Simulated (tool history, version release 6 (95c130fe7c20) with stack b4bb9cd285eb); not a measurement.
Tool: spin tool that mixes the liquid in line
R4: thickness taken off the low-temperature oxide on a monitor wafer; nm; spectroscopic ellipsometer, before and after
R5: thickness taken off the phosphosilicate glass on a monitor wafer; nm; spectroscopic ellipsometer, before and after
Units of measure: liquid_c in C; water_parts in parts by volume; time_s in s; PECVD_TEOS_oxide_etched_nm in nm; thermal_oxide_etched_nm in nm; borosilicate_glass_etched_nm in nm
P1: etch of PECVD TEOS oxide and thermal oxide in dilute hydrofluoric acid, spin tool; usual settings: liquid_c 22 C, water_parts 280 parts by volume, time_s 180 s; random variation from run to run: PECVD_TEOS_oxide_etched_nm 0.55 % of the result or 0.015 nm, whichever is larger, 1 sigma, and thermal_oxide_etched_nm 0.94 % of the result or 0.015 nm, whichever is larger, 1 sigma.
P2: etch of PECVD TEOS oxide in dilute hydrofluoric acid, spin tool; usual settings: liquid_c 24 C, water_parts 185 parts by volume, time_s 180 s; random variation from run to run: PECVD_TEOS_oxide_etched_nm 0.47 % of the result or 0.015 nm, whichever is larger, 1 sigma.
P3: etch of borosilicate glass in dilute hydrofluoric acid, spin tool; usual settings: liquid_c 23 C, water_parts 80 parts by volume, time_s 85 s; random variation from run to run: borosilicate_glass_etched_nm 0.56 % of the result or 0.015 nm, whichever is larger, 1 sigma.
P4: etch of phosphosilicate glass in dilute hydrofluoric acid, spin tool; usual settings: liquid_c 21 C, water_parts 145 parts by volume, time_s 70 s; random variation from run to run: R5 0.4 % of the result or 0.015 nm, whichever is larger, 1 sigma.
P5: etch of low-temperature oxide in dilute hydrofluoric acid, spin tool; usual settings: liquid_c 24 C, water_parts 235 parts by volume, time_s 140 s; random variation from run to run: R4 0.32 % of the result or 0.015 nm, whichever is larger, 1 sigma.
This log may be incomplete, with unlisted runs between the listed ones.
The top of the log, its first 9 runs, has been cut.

{"run": 10, "hour": 98.6, "process": "P1", "liquid_c": 22, "water_parts": 280, "time_s": 345, "PECVD_TEOS_oxide_etched_nm": 17.57, "thermal_oxide_etched_nm": 4.3998}
{"run": 11, "hour": 109.5, "process": "P1", "liquid_c": 28.5, "water_parts": 280, "time_s": 65, "PECVD_TEOS_oxide_etched_nm": 4.1098, "thermal_oxide_etched_nm": 1.0552}
{"run": 12, "hour": 118.0, "process": "P5", "liquid_c": 24, "water_parts": 235, "time_s": 270, "R4": 16.225}
{"run": 13, "hour": 127.4, "process": "P1", "liquid_c": 22, "water_parts": 420, "time_s": 180, "PECVD_TEOS_oxide_etched_nm": 5.3278, "thermal_oxide_etched_nm": 1.3361}
{"run": 14, "hour": 133.1, "process": "P2", "liquid_c": 28.5, "water_parts": 185, "time_s": 180, "PECVD_TEOS_oxide_etched_nm": 15.497}
{"run": 15, "hour": 140.1, "process": "P2", "liquid_c": 24, "water_parts": 185, "time_s": 325, "PECVD_TEOS_oxide_etched_nm": 23.843}
{"run": 16, "hour": 145.8, "process": "P3", "liquid_c": 23, "water_parts": 80, "time_s": 15, "borosilicate_glass_etched_nm": 9.6982}
{"run": 17, "hour": 154.5, "process": "P4", "liquid_c": 21, "water_parts": 145, "time_s": 135, "R5": 119.2}
{"run": 18, "hour": 163.4, "process": "P1", "liquid_c": 22, "water_parts": 280, "time_s": 180, "PECVD_TEOS_oxide_etched_nm": 9.1395, "thermal_oxide_etched_nm": 2.2741}
{"run": 19, "hour": 173.5, "process": "P1", "liquid_c": 22, "water_parts": 370, "time_s": 275, "PECVD_TEOS_oxide_etched_nm": 9.7742, "thermal_oxide_etched_nm": 2.435}
{"run": 20, "hour": 185.3, "process": "P1", "liquid_c": 29.5, "water_parts": 280, "time_s": 180, "PECVD_TEOS_oxide_etched_nm": 11.783, "thermal_oxide_etched_nm": 2.9999}
{"run": 21, "hour": 194.0, "process": "P5", "liquid_c": 24, "water_parts": 235, "time_s": 140, "R4": 8.4157}
{"run": 22, "hour": 202.1, "process": "P3", "liquid_c": 23, "water_parts": 80, "time_s": 85, "borosilicate_glass_etched_nm": 55.9}
{"run": 23, "hour": 208.7, "process": "P1", "liquid_c": 22, "water_parts": 280, "time_s": 15, "PECVD_TEOS_oxide_etched_nm": 0.74676, "thermal_oxide_etched_nm": 0.19938}
{"run": 24, "hour": 218.4, "process": "P2", "liquid_c": 24, "water_parts": 185, "time_s": 180, "PECVD_TEOS_oxide_etched_nm": 13.225}
{"run": 25, "hour": 226.0, "process": "P1", "liquid_c": 22, "water_parts": 490, "time_s": 320, "PECVD_TEOS_oxide_etched_nm": 7.6977, "thermal_oxide_etched_nm": 1.955}
{"run": 26, "hour": 239.1, "process": "P1", "liquid_c": 22, "water_parts": 280, "time_s": 180, "PECVD_TEOS_oxide_etched_nm": 9.0669, "thermal_oxide_etched_nm": 2.2776}
{"run": 27, "hour": 246.0, "process": "P5", "liquid_c": 24, "water_parts": 235, "time_s": 140, "R4": 8.4704}
{"run": 28, "hour": 258.4, "process": "P1", "liquid_c": 22, "water_parts": 150, "time_s": 180, "PECVD_TEOS_oxide_etched_nm": 19.468, "thermal_oxide_etched_nm": 4.9407}
{"run": 29, "hour": 266.6, "process": "P1", "liquid_c": 22, "water_parts": 280, "time_s": 180, "PECVD_TEOS_oxide_etched_nm": 9.1866, "thermal_oxide_etched_nm": 2.3132}

The next listed run, before its measurement:
{"run": 30, "hour": 276.4, "process": "P4", "liquid_c": 21, "water_parts": 255, "time_s": 70, "R5": "?"}

Run 30 came out at R5 31.492 nm.
